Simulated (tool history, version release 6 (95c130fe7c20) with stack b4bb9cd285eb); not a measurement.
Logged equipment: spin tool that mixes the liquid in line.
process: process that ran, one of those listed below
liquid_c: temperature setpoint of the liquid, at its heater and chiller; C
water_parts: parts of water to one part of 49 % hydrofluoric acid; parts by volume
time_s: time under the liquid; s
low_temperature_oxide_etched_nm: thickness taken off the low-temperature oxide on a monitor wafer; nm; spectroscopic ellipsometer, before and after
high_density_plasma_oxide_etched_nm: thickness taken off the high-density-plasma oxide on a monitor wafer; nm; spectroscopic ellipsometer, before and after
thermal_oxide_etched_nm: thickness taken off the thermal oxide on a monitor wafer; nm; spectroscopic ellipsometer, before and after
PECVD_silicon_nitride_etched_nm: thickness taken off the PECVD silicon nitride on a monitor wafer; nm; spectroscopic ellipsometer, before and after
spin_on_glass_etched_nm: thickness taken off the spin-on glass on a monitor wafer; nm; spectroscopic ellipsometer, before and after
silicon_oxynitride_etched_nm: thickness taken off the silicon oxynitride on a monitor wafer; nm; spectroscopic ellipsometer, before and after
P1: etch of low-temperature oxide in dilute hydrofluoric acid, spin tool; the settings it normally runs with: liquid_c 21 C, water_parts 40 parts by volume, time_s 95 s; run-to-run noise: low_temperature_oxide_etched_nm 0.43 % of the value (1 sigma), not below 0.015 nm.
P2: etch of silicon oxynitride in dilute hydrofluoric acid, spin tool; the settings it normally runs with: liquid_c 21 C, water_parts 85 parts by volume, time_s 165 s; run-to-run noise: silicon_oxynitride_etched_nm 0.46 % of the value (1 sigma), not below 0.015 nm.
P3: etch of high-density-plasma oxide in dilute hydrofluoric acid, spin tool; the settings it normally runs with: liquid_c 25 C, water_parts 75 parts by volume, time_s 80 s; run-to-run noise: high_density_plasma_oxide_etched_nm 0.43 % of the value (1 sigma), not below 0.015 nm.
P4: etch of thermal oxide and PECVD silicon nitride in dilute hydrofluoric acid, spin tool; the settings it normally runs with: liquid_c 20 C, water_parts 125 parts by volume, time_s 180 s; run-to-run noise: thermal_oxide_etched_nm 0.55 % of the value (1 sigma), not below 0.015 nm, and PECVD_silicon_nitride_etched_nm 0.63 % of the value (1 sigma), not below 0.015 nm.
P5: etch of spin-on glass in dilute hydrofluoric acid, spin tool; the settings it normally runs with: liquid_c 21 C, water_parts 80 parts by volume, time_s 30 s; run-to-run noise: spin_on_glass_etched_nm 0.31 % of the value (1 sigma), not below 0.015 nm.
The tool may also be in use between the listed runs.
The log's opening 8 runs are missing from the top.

| run | hour | process | liquid_c | water_parts | time_s | low_temperature_oxide_etched_nm | high_density_plasma_oxide_etched_nm | thermal_oxide_etched_nm | PECVD_silicon_nitride_etched_nm | spin_on_glass_etched_nm | silicon_oxynitride_etched_nm |
|---|---|---|---|---|---|---|---|---|---|---|---|
| 9 | 37.9 | P1 | 21 | 40 | 15 | 8.1543 |  |  |  |  |  |
| 10 | 43.4 | P1 | 21 | 75 | 95 | 26.425 |  |  |  |  |  |
| 11 | 47.9 | P1 | 17 | 40 | 40 | 18.362 |  |  |  |  |  |
| 12 | 51.7 | P2 | 21 | 85 | 320 |  |  |  |  |  | 15.177 |
| 13 | 57 | P1 | 21 | 20 | 95 | 105.7 |  |  |  |  |  |
| 14 | 61.4 | P3 | 25 | 75 | 80 |  | 7.2354 |  |  |  |  |
| 15 | 64.7 | P4 | 17 | 125 | 180 |  |  | 4.7828 | 3.6686 |  |  |
| 16 | 69.9 | P5 | 25 | 80 | 30 |  |  |  |  | 12.977 |  |
| 17 | 72.5 | P1 | 17 | 40 | 95 | 43.482 |  |  |  |  |  |
| 18 | 75 | P1 | 21 | 40 | 95 | 52.013 |  |  |  |  |  |
| 19 | 79.9 | P1 | 21 | 40 | 95 | 51.386 |  |  |  |  |  |
| 20 | 84.7 | P1 | 21 | 40 | 95 | 51.366 |  |  |  |  |  |
| 21 | 90.2 | P2 | 21 | 85 | 165 |  |  |  |  |  | 7.7168 |
| 22 | 93.9 | P5 | 21 | 80 | 30 |  |  |  |  | 11.08 |  |
| 23 | 96.6 | P3 | 25 | 75 | 35 |  | 3.1804 |  |  |  |  |
| 24 | 101.7 | P2 | 21 | 145 | 165 |  |  |  |  |  | 4.3132 |
| 25 | 106.7 | P4 | 20 | 185 | 180 |  |  | 3.4549 | 3.117 |  |  |
| 26 | 109.9 | P1 | 21 | 40 | 165 | 89.283 |  |  |  |  |  |
| 27 | 113.3 | P2 | 25.5 | 85 | 165 |  |  |  |  |  | 9.6105 |
| 28 | 116.1 | P3 | 25 | 20 | 80 |  | 29.346 |  |  |  |  |
| 29 | 120.2 | P1 | 21 | 40 | 95 | 51.538 |  |  |  |  |  |
| 30 | 122.9 | P3 | 25 | 75 | 80 |  | 7.2061 |  |  |  |  |
| 31 | 127.6 | P1 | 17 | 20 | 95 | 88.545 |  |  |  |  |  |
| 32 | 132.1 | P5 | 21 | 80 | 15 |  |  |  |  | 5.5223 |  |

Forecast run 33:
| 33 | 137.3 | P1 | 21 | 40 | 95 | ? |  |  |  |  |  |

low_temperature_oxide_etched_nm: 52.089 nm
